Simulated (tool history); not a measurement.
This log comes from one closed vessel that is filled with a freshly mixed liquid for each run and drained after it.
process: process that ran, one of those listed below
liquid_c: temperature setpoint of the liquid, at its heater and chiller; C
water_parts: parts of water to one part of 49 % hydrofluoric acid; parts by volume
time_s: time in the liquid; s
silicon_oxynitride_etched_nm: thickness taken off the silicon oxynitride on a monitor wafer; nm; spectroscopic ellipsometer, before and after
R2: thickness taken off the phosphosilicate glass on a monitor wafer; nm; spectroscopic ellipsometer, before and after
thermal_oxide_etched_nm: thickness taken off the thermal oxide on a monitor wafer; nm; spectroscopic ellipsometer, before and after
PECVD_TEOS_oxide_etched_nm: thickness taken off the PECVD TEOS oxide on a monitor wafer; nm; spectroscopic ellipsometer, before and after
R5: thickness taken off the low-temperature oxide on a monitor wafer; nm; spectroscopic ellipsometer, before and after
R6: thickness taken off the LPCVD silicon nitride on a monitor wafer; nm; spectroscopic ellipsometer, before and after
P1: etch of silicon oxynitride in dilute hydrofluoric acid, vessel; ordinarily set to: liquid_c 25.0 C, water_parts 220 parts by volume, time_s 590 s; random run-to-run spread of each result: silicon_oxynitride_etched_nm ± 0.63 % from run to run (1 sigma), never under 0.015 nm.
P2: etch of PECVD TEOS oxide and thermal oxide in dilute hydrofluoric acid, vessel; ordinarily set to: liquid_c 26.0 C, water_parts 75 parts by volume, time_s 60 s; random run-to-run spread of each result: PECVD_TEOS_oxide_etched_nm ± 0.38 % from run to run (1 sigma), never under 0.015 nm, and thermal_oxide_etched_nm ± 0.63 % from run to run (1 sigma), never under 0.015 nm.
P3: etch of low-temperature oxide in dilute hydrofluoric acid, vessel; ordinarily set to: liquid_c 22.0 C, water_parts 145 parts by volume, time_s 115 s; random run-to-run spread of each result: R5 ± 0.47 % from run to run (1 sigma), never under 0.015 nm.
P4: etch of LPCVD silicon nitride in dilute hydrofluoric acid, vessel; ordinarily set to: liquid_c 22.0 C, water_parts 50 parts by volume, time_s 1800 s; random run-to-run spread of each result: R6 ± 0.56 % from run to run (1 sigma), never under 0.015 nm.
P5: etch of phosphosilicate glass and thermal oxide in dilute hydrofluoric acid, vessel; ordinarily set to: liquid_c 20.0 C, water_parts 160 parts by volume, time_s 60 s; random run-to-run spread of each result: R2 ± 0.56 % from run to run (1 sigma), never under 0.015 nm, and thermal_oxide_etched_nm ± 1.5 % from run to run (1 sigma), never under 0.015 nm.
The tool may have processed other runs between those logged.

run 1 day=0.208 | process=P1 liquid_c=25.0 water_parts=220 time_s=590 | silicon_oxynitride_etched_nm=5.2524
run 2 day=0.329 | process=P1 liquid_c=31.5 water_parts=220 time_s=590 | silicon_oxynitride_etched_nm=7.0052
run 3 day=0.433 | process=P1 liquid_c=25.0 water_parts=220 time_s=590 | silicon_oxynitride_etched_nm=5.2632
run 4 day=0.625 | process=P5 liquid_c=20.0 water_parts=160 time_s=60 | R2=18.0290 thermal_oxide_etched_nm=1.46580
run 5 day=0.842 | process=P2 liquid_c=26.0 water_parts=105 time_s=60 | thermal_oxide_etched_nm=2.89610 PECVD_TEOS_oxide_etched_nm=11.179
run 6 day=1.046 | process=P1 liquid_c=25.0 water_parts=220 time_s=590 | silicon_oxynitride_etched_nm=5.1973
run 7 day=1.158 | process=P5 liquid_c=20.0 water_parts=160 time_s=30 | R2=8.9326 thermal_oxide_etched_nm=0.72383
run 8 day=1.317 | process=P5 liquid_c=20.0 water_parts=160 time_s=60 | R2=17.8990 thermal_oxide_etched_nm=1.39920
run 9 day=1.538 | process=P5 liquid_c=20.0 water_parts=265 time_s=60 | R2=9.7376 thermal_oxide_etched_nm=0.75527
run 10 day=1.692 | process=P1 liquid_c=25.0 water_parts=220 time_s=895 | silicon_oxynitride_etched_nm=7.9968
run 11 day=1.875 | process=P3 liquid_c=22.0 water_parts=90 time_s=115 | R5=37.954
run 12 day=2.029 | process=P1 liquid_c=25.0 water_parts=220 time_s=590 | silicon_oxynitride_etched_nm=5.2976
run 13 day=2.129 | process=P1 liquid_c=25.0 water_parts=220 time_s=590 | silicon_oxynitride_etched_nm=5.2866
run 14 day=2.242 | process=P1 liquid_c=25.0 water_parts=220 time_s=590 | silicon_oxynitride_etched_nm=5.2777
run 15 day=2.396 | process=P4 liquid_c=29.0 water_parts=50 time_s=1800 | R6=22.980
run 16 day=2.533 | process=P2 liquid_c=26.0 water_parts=75 time_s=60 | thermal_oxide_etched_nm=4.20280 PECVD_TEOS_oxide_etched_nm=16.274
run 17 day=2.725 | process=P1 liquid_c=25.0 water_parts=220 time_s=115 | silicon_oxynitride_etched_nm=1.0311
run 18 day=2.888 | process=P4 liquid_c=22.0 water_parts=20 time_s=1800 | R6=34.934
run 19 day=2.988 | process=P5 liquid_c=17.0 water_parts=160 time_s=60 | R2=15.8180 thermal_oxide_etched_nm=1.26630
run 20 day=3.117 | process=P1 liquid_c=25.0 water_parts=110 time_s=820 | silicon_oxynitride_etched_nm=16.2730
run 21 day=3.267 | process=P4 liquid_c=22.0 water_parts=50 time_s=1800 | R6=14.306
run 22 day=3.429 | process=P1 liquid_c=25.0 water_parts=220 time_s=590 | silicon_oxynitride_etched_nm=5.2761
run 23 day=3.612 | process=P2 liquid_c=26.0 water_parts=75 time_s=60 | thermal_oxide_etched_nm=4.23090 PECVD_TEOS_oxide_etched_nm=16.367
run 24 day=3.729 | process=P1 liquid_c=25.0 water_parts=75 time_s=590 | silicon_oxynitride_etched_nm=17.3810
run 25 day=3.862 | process=P1 liquid_c=18.0 water_parts=220 time_s=590 | silicon_oxynitride_etched_nm=3.8462
run 26 day=4.029 | process=P3 liquid_c=17.0 water_parts=145 time_s=115 | R5=17.998
run 27 day=4.233 | process=P2 liquid_c=26.0 water_parts=75 time_s=115 | thermal_oxide_etched_nm=8.10390 PECVD_TEOS_oxide_etched_nm=31.265
run 28 day=4.404 | process=P3 liquid_c=22.0 water_parts=145 time_s=115 | R5=22.027

Estimate the outcome of run 29 from the log above:
run 29 day=4.500 | process=P4 liquid_c=22.0 water_parts=50 time_s=2895 | R6=?

Run 29 measured R6 23.083 nm.

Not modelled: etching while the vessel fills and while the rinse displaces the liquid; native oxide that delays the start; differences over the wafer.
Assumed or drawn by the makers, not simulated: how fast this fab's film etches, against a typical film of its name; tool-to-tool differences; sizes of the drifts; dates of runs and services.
